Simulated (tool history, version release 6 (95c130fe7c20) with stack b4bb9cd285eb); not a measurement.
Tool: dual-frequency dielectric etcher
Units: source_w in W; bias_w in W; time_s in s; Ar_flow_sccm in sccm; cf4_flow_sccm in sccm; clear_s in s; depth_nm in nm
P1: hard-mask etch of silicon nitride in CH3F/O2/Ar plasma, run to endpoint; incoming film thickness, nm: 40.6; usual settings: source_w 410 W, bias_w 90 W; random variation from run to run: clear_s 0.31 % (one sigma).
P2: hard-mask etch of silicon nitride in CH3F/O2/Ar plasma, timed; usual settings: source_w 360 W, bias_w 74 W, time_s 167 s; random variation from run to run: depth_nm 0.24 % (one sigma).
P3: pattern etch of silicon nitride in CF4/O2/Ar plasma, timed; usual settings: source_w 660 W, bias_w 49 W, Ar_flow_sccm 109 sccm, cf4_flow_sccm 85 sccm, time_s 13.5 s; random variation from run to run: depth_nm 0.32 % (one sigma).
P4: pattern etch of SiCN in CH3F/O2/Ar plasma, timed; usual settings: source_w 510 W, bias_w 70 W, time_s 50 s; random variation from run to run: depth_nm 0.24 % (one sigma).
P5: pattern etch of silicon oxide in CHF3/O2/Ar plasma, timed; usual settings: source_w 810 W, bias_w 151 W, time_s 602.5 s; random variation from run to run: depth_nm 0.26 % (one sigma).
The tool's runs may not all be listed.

run	day	process	source_w	bias_w	time_s	Ar_flow_sccm	cf4_flow_sccm	hours since the last wet clean	hours since the last source power generator calibration	hours since the last bias power generator calibration	clear_s	depth_nm
1	0.396	P1	410	90				222.7	2819.6	1847.2	54.582	
2	0.658	P1	300	90				229	2825.9	1853.5	61.107	
3	0.925	P1	410	90				235.4	2832.3	1859.9	54.355	
4	1.238	P1	410	90				242.9	2839.8	1867.4	54.089	
5	1.554	P5	810	151	602.5			250.5	2847.4	1875		1277.4
6	1.796	P1	410	116				256.3	2853.2	1880.8	49.463	
7	1.979	P4	510	70	74.5			260.7	2857.6	1885.2		30.589
8	2.262	P3	660	49	13.5	65	85	267.5	2864.4	1892		33.522
9	2.45	P5	810	151	398			272	2868.9	1896.5		836.44
10	2.833	P5	980	151	602.5			281.2	2878.1	1905.7		1367.3
11	3.171	P3	660	49	8.5	109	85	289.3	2886.2	1913.8		19.805
12	3.433	P3	660	49	13.5	109	85	295.6	2892.5	1920.1		31.339
13	3.633	P4	510	96	50			300.4	2897.3	1924.9		22.944
# day 3.904: source power generator calibrated
14	3.908	P1	410	72				307	0.1	1931.5	58.764	
15	4.117	P5	810	151	602.5			312	5.1	1936.5		1267.9
16	4.383	P1	410	90				318.4	11.5	1942.9	54.3	
17	4.758	P4	510	70	50			327.4	20.5	1951.9		20.557
18	5.138	P2	360	46	167			336.5	29.6	1961		100.72
19	5.421	P1	410	90				343.3	36.4	1967.8	54.4	
20	5.8	P1	550	60				352.4	45.5	1976.9	55.822	
21	6.125	P2	360	74	167			360.2	53.3	1984.7		117.34
22	6.354	P4	510	70	50			365.7	58.8	1990.2		20.537
23	6.721	P3	660	49	13.5	109	118	374.5	67.6	1999		32.801
24	6.996	P2	360	74	92.5			381.1	74.2	2005.6		64.812
25	7.188	P3	660	35	13.5	109	85	385.7	78.8	2010.2		27.682
26	7.562	P5	810	117	602.5			394.7	87.8	2019.2		1171.6
27	7.908	P2	210	74	167			403	96.1	2027.5		95.796
28	8.304	P1	490	90				412.5	105.6	2037	50.963	

The next listed run, before its measurement:
29	8.696	P3	420	49	13.5	109	85	421.9	115	2046.4		?

depth_nm: 21.127 nm
